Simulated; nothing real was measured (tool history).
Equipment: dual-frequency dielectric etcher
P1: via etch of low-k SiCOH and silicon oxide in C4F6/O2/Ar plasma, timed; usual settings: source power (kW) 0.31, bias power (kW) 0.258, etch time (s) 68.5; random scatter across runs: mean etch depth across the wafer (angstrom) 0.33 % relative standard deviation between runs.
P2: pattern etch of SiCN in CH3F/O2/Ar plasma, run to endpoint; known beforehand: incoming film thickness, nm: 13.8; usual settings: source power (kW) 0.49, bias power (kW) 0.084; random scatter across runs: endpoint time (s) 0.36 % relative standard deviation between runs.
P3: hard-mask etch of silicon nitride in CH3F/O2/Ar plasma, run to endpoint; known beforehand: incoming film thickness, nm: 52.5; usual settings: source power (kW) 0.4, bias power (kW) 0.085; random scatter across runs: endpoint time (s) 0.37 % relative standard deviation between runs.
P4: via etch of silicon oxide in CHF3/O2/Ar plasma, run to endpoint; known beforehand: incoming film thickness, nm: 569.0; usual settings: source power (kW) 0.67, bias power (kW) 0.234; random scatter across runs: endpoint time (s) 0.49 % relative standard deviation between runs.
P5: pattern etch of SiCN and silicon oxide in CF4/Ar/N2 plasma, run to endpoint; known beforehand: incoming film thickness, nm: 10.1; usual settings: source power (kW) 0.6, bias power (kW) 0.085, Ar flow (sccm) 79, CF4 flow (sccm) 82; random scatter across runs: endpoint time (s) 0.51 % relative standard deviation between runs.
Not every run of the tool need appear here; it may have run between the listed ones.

run   hour  process that ran  source power (kW)  bias power (kW)  etch time (s)  Ar flow (sccm)  CF4 flow (sccm)  hours since the last wet clean  hours since the last source power generator calibration  hours since the last bias power generator calibration  mean etch depth across the wafer (angstrom)  endpoint time (s)
  1      4                P1               0.31            0.258           68.5                                                            392.2                                                    770.8                                                  688.6                                       1981.9
  2    9.7                P4               0.67            0.234                                                                           397.9                                                    776.5                                                  694.3                                                          259.17
  3   13.2                P1               0.31            0.258           68.5                                                            401.4                                                      780                                                  697.8                                       1979.4
  4   15.9                P1               0.31            0.319           68.5                                                            404.1                                                    782.7                                                  700.5                                       2135.3
  5   19.8                P3                0.4            0.085                                                                             408                                                    786.6                                                  704.4                                                          74.205
  6   23.4                P1               0.31            0.258           68.5                                                            411.6                                                    790.2                                                    708                                       1978.5
  7   26.4                P5                0.6            0.085                             79               82                           414.6                                                    793.2                                                    711                                                          7.7767
  8     32                P5                0.6            0.085                             63               82                           420.2                                                    798.8                                                  716.6                                                          7.6632
  9   36.9                P1               0.31            0.258          101.5                                                            425.1                                                    803.7                                                  721.5                                       2946.7
 10   41.4                P5                0.6            0.085                             79              115                           429.6                                                    808.2                                                    726                                                           7.534
 11     46                P1               0.31            0.258           68.5                                                            434.2                                                    812.8                                                  730.6                                       1965.3
 12     52                P4               0.41            0.234                                                                           440.2                                                    818.8                                                  736.6                                                          314.24
 13   55.2                P1               0.25            0.258           68.5                                                            443.4                                                      822                                                  739.8                                       1822.2
 14   59.8                P5                0.6            0.058                             79               82                             448                                                    826.6                                                  744.4                                                          8.8083
 15   65.3                P3                0.4            0.085                                                                           453.5                                                    832.1                                                  749.9                                                          74.474
 16   71.4                P1               0.31            0.258           50.5                                                            459.6                                                    838.2                                                    756                                       1464.1
 17   75.8                P3               0.51            0.085                                                                             464                                                    842.6                                                  760.4                                                          67.689
 18   81.3                P1               0.25            0.258           95.5                                                            469.5                                                    848.1                                                  765.9                                       2536.6
 19   84.6                P5               0.85            0.085                             79               82                           472.8                                                    851.4                                                  769.2                                                          5.7322
 20   88.9                P1               0.31            0.258           68.5                                                            477.1                                                    855.7                                                  773.5                                         1986
 21     93                P3                0.4            0.115                                                                           481.2                                                    859.8                                                  777.6                                                           66.62
 22   98.5                P4               0.67            0.277                                                                           486.7                                                    865.3                                                  783.1                                                          247.86
 23  104.4                P1               0.37            0.258           68.5                                                            492.6                                                    871.2                                                    789                                         2119
 24  110.5                P2                0.3            0.084                                                                           498.7                                                    877.3                                                  795.1                                                          38.668
 25  115.1                P2               0.49            0.111                                                                           503.3                                                    881.9                                                  799.7                                                          29.041
 26  118.3                P1               0.31            0.165           68.5                                                            506.5                                                    885.1                                                  802.9                                         1697
 27  121.1                P1               0.41            0.258             47                                                            509.3                                                    887.9                                                  805.7                                       1515.1
 28  125.7                P2               0.49            0.084                                                                           513.9                                                    892.5                                                  810.3                                                           32.37
 29  129.4                P2               0.49            0.084                                                                           517.6                                                    896.2                                                    814                                                          32.538
 30  132.1                P1               0.31            0.258           68.5                                                            520.3                                                    898.9                                                  816.7                                       1978.3
 31  135.8                P1               0.31            0.258           68.5                                                              524                                                    902.6                                                  820.4                                       1962.6
 32  140.1                P1               0.31            0.258           68.5                                                            528.3                                                    906.9                                                  824.7                                       1958.7
 33  143.4                P1               0.31            0.258           68.5                                                            531.6                                                    910.2                                                    828                                       1954.8
 34  148.2                P1               0.31            0.258           68.5                                                            536.4                                                      915                                                  832.8                                       1944.5
     153.7  -- wet clean of the chamber
 35  153.8                P1               0.31            0.258           68.5                                                              0.2                                                    920.6                                                  838.4                                       1940.1
 36  157.5                P1               0.31            0.258           68.5                                                              3.9                                                    924.3                                                  842.1                                       1948.1
 37  161.4                P1               0.31            0.258           68.5                                                              7.8                                                    928.2                                                    846                                         1957

P1 has crept away from where it was. The log is fitted equally well by each of these 2 causes, at the sizes shown:
A: source power that arrives under what is set, % = 4.31
B: bias power that arrives under what is set, % = 4.74
The gradual shift began around hour 132.1.
Each remaining cause and why it is not a fit:
chamber walls in a state that lowers the etch rate, %: serviced at hour 153.7, after the change had begun; the process did not return to its earlier output

You are offered 4 check runs, listed below with question marks in place of their results; each one averages 3 wafers. Which run separates the listed causes by giving clearly different results for each?
check 1  165.3                P5                0.6            0.085                             79               82                                                                                                                                                                                                               ?
check 2  165.3                P4               0.67            0.234                                                                                                                                                                                                                                                               ?
check 3  165.3                P3                0.4            0.085                                                                                                                                                                                                                                                               ?
check 4  165.3                P2               0.49            0.084                                                                                                                                                                                                                                                               ?

What every check run would give for each of its results, assuming each possible cause in turn:
  check             result    if A    if B
check 1  endpoint time (s)  8.1571  7.9682
check 2  endpoint time (s)  264.67  264.76
check 3  endpoint time (s)  75.647  75.695
check 4  endpoint time (s)  32.909  32.939
How far apart the two closest causes lie, in the result that separates them most: check 1 2.34 %; check 2 0.03 %; check 3 0.06 %; check 4 0.09 %
The other checks would show nearly matching results whichever cause is true, so check 1 is the only one that separates the causes.

Check 1 was carried out, with these results: endpoint time (s) 7.9448. Which of the listed causes is responsible?

B is the cause: bias power that arrives under what is set, %.

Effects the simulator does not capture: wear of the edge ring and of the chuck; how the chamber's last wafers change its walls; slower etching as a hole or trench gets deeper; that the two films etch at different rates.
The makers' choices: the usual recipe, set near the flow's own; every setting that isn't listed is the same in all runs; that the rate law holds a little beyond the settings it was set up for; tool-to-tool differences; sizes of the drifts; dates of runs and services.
